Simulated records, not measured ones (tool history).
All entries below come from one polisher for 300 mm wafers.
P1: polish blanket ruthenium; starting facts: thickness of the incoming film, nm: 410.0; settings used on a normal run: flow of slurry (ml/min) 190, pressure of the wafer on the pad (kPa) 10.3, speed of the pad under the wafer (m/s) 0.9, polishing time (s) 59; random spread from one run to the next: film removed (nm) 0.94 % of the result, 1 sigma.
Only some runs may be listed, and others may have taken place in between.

run,day,flow of slurry (ml/min),pressure of the wafer on the pad (kPa),speed of the pad under the wafer (m/s),polishing time (s),film removed (nm)
1,0.608,190,10.3,0.9,59,40.301
2,0.938,290,10.3,0.9,59,41.472
3,1.288,190,10.3,1.42,59,63.865
4,1.608,190,10.3,0.9,59,40.626
5,1.938,190,13.8,0.9,59,54.077
6,2.342,190,10.3,0.9,59,40.654
7,2.633,190,14.5,0.7,59,44.828
8,3.154,190,10.3,0.9,59,40.124
9,3.688,115,10.3,0.9,59,36.075
10,4.096,190,10.3,0.9,59,40.009
# day 4.546: slurry nozzle cleaned
11,4.658,190,15.2,0.44,59,28.873
12,4.975,190,10.3,0.9,41,27.774
13,5.488,190,10.3,0.9,59,39.918
14,5.9,190,10.3,0.42,59,18.571
15,6.4,190,7.6,0.9,59,29.192
16,6.925,190,10.3,0.9,94,63.732
17,7.229,190,4.8,0.44,59,9.21
18,7.721,190,10.3,0.9,59,40.807
19,8.25,190,10.3,0.9,59,39.541
20,8.912,190,10.3,0.9,59,38.848
21,9.371,190,10.3,0.9,59,37.573
22,9.804,190,10.3,0.9,59,38.187
# day 9.925: worn pad replaced by a new one
23,10.325,190,10.3,0.9,59,38.717
24,10.992,190,10.3,0.9,59,38.056
25,11.621,190,10.3,0.9,59,38.36
26,11.967,190,10.3,0.9,59,37.684
27,12.267,190,10.3,0.9,59,37.777
28,12.921,190,10.3,0.9,59,37.943

P1 has crept away from where it was. The log is fitted equally well by each of these 2 causes, at the sizes shown:
A: head's pressure below its setpoint, % = 5.77
B: slurry flow missing at the pad, % = 30.4
The drift started at roughly day 7.721.
All other causes, with the reason each is excluded:
removal rate lost through wear of the pad, %: serviced at day 9.925, after the change had begun; the process did not return to its earlier output

The list below offers 4 check runs, each averaging the results of 5 wafers, and shows each result as a question mark. For which of them would the listed causes give clearly different results?
check 1,13.575,115,10.3,1.36,59,?
check 2,13.575,190,10.3,1.3,84,?
check 3,13.575,190,10.3,1.2,59,?
check 4,13.575,190,10.3,1.26,86,?

Check results expected under each cause:
check,result,if A,if B
check 1,film removed (nm),52.398,50.65
check 2,film removed (nm),77.87,77.878
check 3,film removed (nm),50.487,50.492
check 4,film removed (nm),77.271,77.279
Minimum pairwise separation of causes per check, each pair taken at its best-separating result: check 1 3.39 %; check 2 0.01 %; check 3 0.01 %; check 4 0.01 %
The other checks would show nearly matching results whichever cause is true, so check 1 is the only one that separates the causes.

With check 1 done, the readings were: film removed (nm) 52.67. Identify which of the listed causes applies.

The correct cause is A, namely: head's pressure below its setpoint, %.
